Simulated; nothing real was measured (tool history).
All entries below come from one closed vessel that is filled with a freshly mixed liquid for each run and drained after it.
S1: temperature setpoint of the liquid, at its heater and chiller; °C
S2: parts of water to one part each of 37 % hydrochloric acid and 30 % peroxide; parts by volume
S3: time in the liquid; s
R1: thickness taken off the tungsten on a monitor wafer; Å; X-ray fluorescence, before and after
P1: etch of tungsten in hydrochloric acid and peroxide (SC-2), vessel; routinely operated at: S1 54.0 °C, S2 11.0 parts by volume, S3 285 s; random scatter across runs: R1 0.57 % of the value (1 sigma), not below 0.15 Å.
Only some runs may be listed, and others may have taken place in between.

run,hour,S1,S2,S3,R1
1,3.9,54.0,11.0,285,459.00
2,10.2,37.5,11.0,285,146.75
3,13.6,54.0,19.0,285,284.75
4,18.7,54.0,11.0,570,918.00
5,23.5,54.0,11.0,285,456.58
6,26.6,54.0,17.5,430,455.87
7,31.9,54.0,11.0,30,47.50
8,37.3,54.0,4.0,285,993.34
9,43.1,54.0,11.0,285,456.06
10,48.7,54.0,11.0,285,453.96
11,53.7,54.0,11.0,285,462.54
12,57.3,67.0,11.0,285,1029.90
13,63.8,54.0,11.0,285,457.71
14,69.6,54.0,11.0,285,452.55
15,76.4,54.0,11.0,285,458.19
16,82.9,54.0,11.0,285,439.29
17,86.5,54.0,11.0,285,433.12
18,92.1,54.0,11.0,285,425.89
19,99.0,54.0,11.0,285,427.81
20,104.3,54.0,11.0,285,419.84
# hour 105.3: new drum of peroxide connected
21,111.0,54.0,11.0,285,416.48

What does the tool deliver on the next run?
22,117.6,54.0,11.0,285,?

Run 22 came out at R1 415.07 Å.
